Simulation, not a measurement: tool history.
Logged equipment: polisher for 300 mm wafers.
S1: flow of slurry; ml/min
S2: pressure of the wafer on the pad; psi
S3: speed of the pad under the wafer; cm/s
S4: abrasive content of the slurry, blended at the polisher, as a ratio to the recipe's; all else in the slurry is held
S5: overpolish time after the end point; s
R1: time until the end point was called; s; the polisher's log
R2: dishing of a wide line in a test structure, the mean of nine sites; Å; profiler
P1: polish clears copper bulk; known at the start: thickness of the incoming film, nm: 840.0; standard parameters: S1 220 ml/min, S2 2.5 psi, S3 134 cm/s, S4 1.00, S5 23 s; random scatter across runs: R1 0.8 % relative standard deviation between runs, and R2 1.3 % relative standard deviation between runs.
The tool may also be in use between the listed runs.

Run 1, day 0.667: S1 220 ml/min, S2 2.5 psi, S3 134 cm/s, S4 1.00, S5 23 s. Result: R1 95.557 s, R2 945.44 Å.
Run 2, day 1.050: S1 220 ml/min, S2 2.5 psi, S3 134 cm/s, S4 1.45, S5 23 s. Result: R1 86.050 s, R2 971.42 Å.
Run 3, day 1.467: S1 220 ml/min, S2 2.5 psi, S3 134 cm/s, S4 0.65, S5 23 s. Result: R1 103.010 s, R2 905.72 Å.
Run 4, day 1.829: S1 340 ml/min, S2 2.5 psi, S3 134 cm/s, S4 1.00, S5 23 s. Result: R1 89.299 s, R2 948.94 Å.
Run 5, day 2.188: S1 220 ml/min, S2 2.5 psi, S3 134 cm/s, S4 1.00, S5 23 s. Result: R1 96.100 s, R2 940.66 Å.
Run 6, day 2.850: S1 220 ml/min, S2 2.5 psi, S3 84 cm/s, S4 1.00, S5 37 s. Result: R1 150.260 s, R2 957.39 Å.
Run 7, day 3.208: S1 220 ml/min, S2 1.1 psi, S3 134 cm/s, S4 1.00, S5 23 s. Result: R1 214.520 s, R2 528.82 Å.
Run 8, day 3.867: S1 220 ml/min, S2 2.5 psi, S3 134 cm/s, S4 1.00, S5 23 s. Result: R1 94.295 s, R2 938.12 Å.
Run 9, day 4.212: S1 220 ml/min, S2 2.5 psi, S3 134 cm/s, S4 1.00, S5 7 s. Result: R1 95.124 s, R2 435.46 Å.
Run 10, day 4.554: S1 220 ml/min, S2 2.5 psi, S3 134 cm/s, S4 1.00, S5 39 s. Result: R1 94.715 s, R2 1111.00 Å.
Run 11, day 5.138: S1 220 ml/min, S2 3.9 psi, S3 134 cm/s, S4 1.00, S5 23 s. Result: R1 60.782 s, R2 1177.10 Å.
Run 12, day 5.575: S1 220 ml/min, S2 2.5 psi, S3 134 cm/s, S4 1.00, S5 23 s. Result: R1 94.314 s, R2 953.55 Å.
Run 13, day 6.150: S1 220 ml/min, S2 2.5 psi, S3 134 cm/s, S4 1.00, S5 23 s. Result: R1 95.642 s, R2 930.67 Å.
Run 14, day 6.733: S1 220 ml/min, S2 2.5 psi, S3 84 cm/s, S4 1.00, S5 23 s. Result: R1 152.190 s, R2 727.71 Å.
Run 15, day 7.042: S1 220 ml/min, S2 2.5 psi, S3 200 cm/s, S4 1.00, S5 23 s. Result: R1 63.395 s, R2 1053.80 Å.
Run 16, day 7.412: S1 130 ml/min, S2 2.5 psi, S3 134 cm/s, S4 1.00, S5 23 s. Result: R1 102.880 s, R2 926.09 Å.
Run 17, day 7.746: S1 220 ml/min, S2 2.5 psi, S3 134 cm/s, S4 1.00, S5 23 s. Result: R1 93.612 s, R2 935.64 Å.
Run 18, day 8.154: S1 220 ml/min, S2 2.5 psi, S3 134 cm/s, S4 1.00, S5 23 s. Result: R1 96.114 s, R2 929.23 Å.
Run 19, day 8.450: S1 220 ml/min, S2 2.5 psi, S3 134 cm/s, S4 1.00, S5 23 s. Result: R1 96.642 s, R2 924.61 Å.
Run 20, day 9.083: S1 220 ml/min, S2 2.5 psi, S3 134 cm/s, S4 1.00, S5 23 s. Result: R1 100.050 s, R2 905.40 Å.
At day 9.412: head pressure recalibrated.
Run 21, day 9.471: S1 220 ml/min, S2 2.5 psi, S3 134 cm/s, S4 1.00, S5 23 s. Result: R1 99.409 s, R2 920.04 Å.
At day 9.767: slurry blender recalibrated.
Run 22, day 10.125: S1 220 ml/min, S2 2.5 psi, S3 134 cm/s, S4 1.00, S5 23 s. Result: R1 100.770 s, R2 926.35 Å.
Run 23, day 10.567: S1 220 ml/min, S2 2.5 psi, S3 134 cm/s, S4 1.00, S5 23 s. Result: R1 100.990 s, R2 905.95 Å.

The log shows P1 creeping away from where it was. Any of the 2 causes listed here, at the size stated for it, fits the log just as well as the others:
A: slurry flow missing at the pad, % = 32.6
B: removal rate lost through wear of the pad, % = 5.57
At approximately day 7.746, the process output began to creep.
Ruled out, with reasons:
head's pressure below its setpoint, %: serviced at day 9.412, which brought nothing back
abrasive missing from the slurry, %: serviced at day 9.767, which brought nothing back

Each of the check runs listed below is run on 3 wafers and reports their average, with the results left as question marks. Pick the one under which the possible causes would lead to clearly different results.
Run check 1, day 11.008: S1 220 ml/min, S2 2.5 psi, S3 134 cm/s, S4 0.80, S5 8 s. Result: R1 ?, R2 ?.
Run check 2, day 11.008: S1 130 ml/min, S2 2.5 psi, S3 134 cm/s, S4 1.00, S5 23 s. Result: R1 ?, R2 ?.
Run check 3, day 11.008: S1 270 ml/min, S2 2.5 psi, S3 134 cm/s, S4 1.00, S5 23 s. Result: R1 ?, R2 ?.
Run check 4, day 11.008: S1 220 ml/min, S2 1.2 psi, S3 134 cm/s, S4 0.70, S5 23 s. Result: R1 ?, R2 ?.

What every check run would give for each of its results, assuming each possible cause in turn:
  check  result     if A     if B
check 1      R1  104.990  104.990
check 1      R2   447.66   447.66
check 2      R1  112.570  108.670
check 2      R2   859.56   874.86
check 3      R1   96.961   97.939
check 3      R2   923.02   918.86
check 4      R1  224.850  224.850
check 4      R2   516.41   516.41
Distance between the nearest two causes, measured in the result of the check that separates them most: check 1 0 %; check 2 3.53 %; check 3 1 %; check 4 0 %
Check 2 is the one run that separates the causes; every other check would come out nearly the same whichever cause is at work.

After running check 2, the following was obtained: R1 111.640 s; R2 860.99 Å. Which cause does this point to?

Of the candidate causes, it is A: slurry flow missing at the pad, %.
